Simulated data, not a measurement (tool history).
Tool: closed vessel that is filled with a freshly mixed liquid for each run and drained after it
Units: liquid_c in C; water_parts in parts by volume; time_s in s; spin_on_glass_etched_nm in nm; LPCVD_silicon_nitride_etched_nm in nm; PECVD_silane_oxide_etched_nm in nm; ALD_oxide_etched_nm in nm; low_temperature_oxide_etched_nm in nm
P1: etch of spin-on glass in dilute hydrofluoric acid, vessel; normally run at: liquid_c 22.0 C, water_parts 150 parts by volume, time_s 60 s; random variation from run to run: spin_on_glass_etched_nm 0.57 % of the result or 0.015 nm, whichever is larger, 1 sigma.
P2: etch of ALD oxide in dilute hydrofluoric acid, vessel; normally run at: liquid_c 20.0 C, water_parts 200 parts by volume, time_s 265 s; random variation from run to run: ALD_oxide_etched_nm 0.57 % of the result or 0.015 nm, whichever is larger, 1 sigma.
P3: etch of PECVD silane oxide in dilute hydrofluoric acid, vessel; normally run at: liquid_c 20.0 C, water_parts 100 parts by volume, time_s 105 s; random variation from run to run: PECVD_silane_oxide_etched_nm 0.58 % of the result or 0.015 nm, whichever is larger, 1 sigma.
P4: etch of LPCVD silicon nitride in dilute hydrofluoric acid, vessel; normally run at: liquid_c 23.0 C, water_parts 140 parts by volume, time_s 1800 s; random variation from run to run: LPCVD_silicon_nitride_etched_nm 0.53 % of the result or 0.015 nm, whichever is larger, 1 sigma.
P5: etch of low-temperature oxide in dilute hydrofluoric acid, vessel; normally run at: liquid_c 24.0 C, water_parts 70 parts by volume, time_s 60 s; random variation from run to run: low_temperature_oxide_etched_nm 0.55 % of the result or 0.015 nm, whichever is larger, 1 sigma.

| run | hour | process | liquid_c | water_parts | time_s | spin_on_glass_etched_nm | LPCVD_silicon_nitride_etched_nm | PECVD_silane_oxide_etched_nm | ALD_oxide_etched_nm | low_temperature_oxide_etched_nm |
|---|---|---|---|---|---|---|---|---|---|---|
| 1 | 5.7 | P1 | 22.0 | 150 | 60 | 11.8310 |  |  |  |  |
| 2 | 15.4 | P1 | 22.0 | 245 | 60 | 6.5137 |  |  |  |  |
| 3 | 20.6 | P4 | 17.0 | 140 | 1800 |  | 3.6940 |  |  |  |
| 4 | 27.0 | P3 | 20.0 | 45 | 105 |  |  | 38.627 |  |  |
| 5 | 34.6 | P1 | 22.0 | 85 | 30 | 11.0980 |  |  |  |  |
| 6 | 39.1 | P4 | 23.0 | 235 | 1800 |  | 3.2350 |  |  |  |
| 7 | 49.3 | P2 | 20.0 | 200 | 265 |  |  |  | 11.7340 |  |
| 8 | 55.2 | P1 | 22.0 | 150 | 60 | 11.8420 |  |  |  |  |
| 9 | 63.9 | P1 | 17.0 | 150 | 60 | 9.5883 |  |  |  |  |
| 10 | 72.5 | P4 | 23.0 | 140 | 665 |  | 2.0720 |  |  |  |
| 11 | 79.0 | P1 | 22.0 | 150 | 60 | 11.7330 |  |  |  |  |
| 12 | 83.5 | P2 | 17.0 | 200 | 265 |  |  |  | 10.4420 |  |
| 13 | 92.9 | P1 | 22.0 | 100 | 30 | 9.2910 |  |  |  |  |
| 14 | 101.9 | P5 | 24.0 | 45 | 60 |  |  |  |  | 34.036 |
| 15 | 107.9 | P2 | 20.0 | 305 | 265 |  |  |  | 6.9309 |  |
| 16 | 112.3 | P1 | 22.0 | 150 | 105 | 20.6450 |  |  |  |  |
| 17 | 121.3 | P5 | 24.0 | 70 | 60 |  |  |  |  | 21.030 |
| 18 | 128.0 | P5 | 24.0 | 70 | 105 |  |  |  |  | 37.073 |
| 19 | 135.9 | P1 | 22.0 | 150 | 30 | 5.9013 |  |  |  |  |
| 20 | 142.3 | P4 | 23.0 | 140 | 1800 |  | 5.4143 |  |  |  |
| 21 | 148.3 | P2 | 20.0 | 200 | 90 |  |  |  | 3.9868 |  |
| 22 | 155.3 | P1 | 22.0 | 150 | 60 | 11.7860 |  |  |  |  |
| 23 | 165.3 | P1 | 27.0 | 150 | 60 | 14.3580 |  |  |  |  |

Run 24 comes next. What will it give?
|  | 168.5 | hydrofluoric acid flow meter replaced |
| 24 | 173.4 | P5 | 29.5 | 70 | 60 |  |  |  |  | ? |

{"run 24": {"low_temperature_oxide_etched_nm": 26.184}}
